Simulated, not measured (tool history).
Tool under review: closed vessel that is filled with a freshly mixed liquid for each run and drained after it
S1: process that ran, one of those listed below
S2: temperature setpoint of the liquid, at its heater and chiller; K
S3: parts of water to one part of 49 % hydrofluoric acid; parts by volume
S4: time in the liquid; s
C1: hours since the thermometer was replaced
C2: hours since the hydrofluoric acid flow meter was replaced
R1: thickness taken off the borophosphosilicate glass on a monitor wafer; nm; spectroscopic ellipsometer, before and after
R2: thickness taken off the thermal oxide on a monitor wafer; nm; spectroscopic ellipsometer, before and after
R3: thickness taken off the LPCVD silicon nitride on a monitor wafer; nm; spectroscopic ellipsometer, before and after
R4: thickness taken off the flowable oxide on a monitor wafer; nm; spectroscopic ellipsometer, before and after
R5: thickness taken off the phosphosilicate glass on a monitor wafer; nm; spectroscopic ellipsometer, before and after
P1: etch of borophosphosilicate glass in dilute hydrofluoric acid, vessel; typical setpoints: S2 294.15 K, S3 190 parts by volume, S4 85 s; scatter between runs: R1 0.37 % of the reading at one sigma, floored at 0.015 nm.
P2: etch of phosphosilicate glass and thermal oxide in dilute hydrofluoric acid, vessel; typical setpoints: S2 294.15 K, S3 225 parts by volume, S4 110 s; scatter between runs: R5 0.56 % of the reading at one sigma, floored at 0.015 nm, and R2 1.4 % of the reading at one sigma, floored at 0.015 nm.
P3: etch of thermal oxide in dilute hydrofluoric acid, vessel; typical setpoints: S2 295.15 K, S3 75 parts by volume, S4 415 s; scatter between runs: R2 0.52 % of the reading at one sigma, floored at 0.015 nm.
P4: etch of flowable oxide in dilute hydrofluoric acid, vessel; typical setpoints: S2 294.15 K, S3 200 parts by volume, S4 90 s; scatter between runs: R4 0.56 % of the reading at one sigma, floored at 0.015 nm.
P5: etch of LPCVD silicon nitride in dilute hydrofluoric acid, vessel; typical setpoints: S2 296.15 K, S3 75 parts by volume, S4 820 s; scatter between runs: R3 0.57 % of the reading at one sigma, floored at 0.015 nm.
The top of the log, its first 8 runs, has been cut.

run	hour	S1	S2	S3	S4	C1	C2	R1	R2	R3	R4	R5
9	98.9	P1	294.15	190	50	708.3	737.6	11.034				
10	106.2	P1	294.15	45	40	715.6	744.9	43.587				
11	113.8	P1	294.15	190	85	723.2	752.5	18.705				
12	127	P2	294.15	225	110	736.4	765.7		1.8392			50.179
13	134.5	P3	295.15	75	415	743.9	773.2		24.919			
14	140.8	P1	294.15	330	85	750.2	779.5	9.4524				
15	147.6	P2	294.15	225	195	757	786.3		3.2222			88.903
16	155	P2	294.15	100	110	764.4	793.7		4.6656			129.71
17	169.3	P5	304.65	75	820	778.7	808			10.055		
18	179.6	P2	297.65	225	110	789	818.3		2.1236			57.466
19	188.9	P3	295.15	130	415	798.3	827.6		13.327			
20	199.4	P4	290.15	200	90	808.8	838.1				12.825	
21	208.2	P1	294.15	190	85	817.6	846.9	18.754				
22	218.5	P5	296.15	75	820	827.9	857.2			5.7132		
23	228.5	P3	295.15	75	115	837.9	867.2		6.8362			
24	239.6	P1	294.15	190	85	849	878.3	18.726				
25	253.6	P5	296.15	25	820	863	892.3			16.69		
26	268	P1	294.15	190	145	877.4	906.7	31.95				
27	280.5	P1	290.15	190	85	889.9	919.2	16.007				
28	287.6	P4	294.15	75	90	897	926.3				45.782	
29	298.1	P1	294.15	120	85	907.5	936.8	32.127				

Expected results for the next run?
30	308	P5	296.15	75	820	917.4	946.7			?		

R3: 5.7547 nm
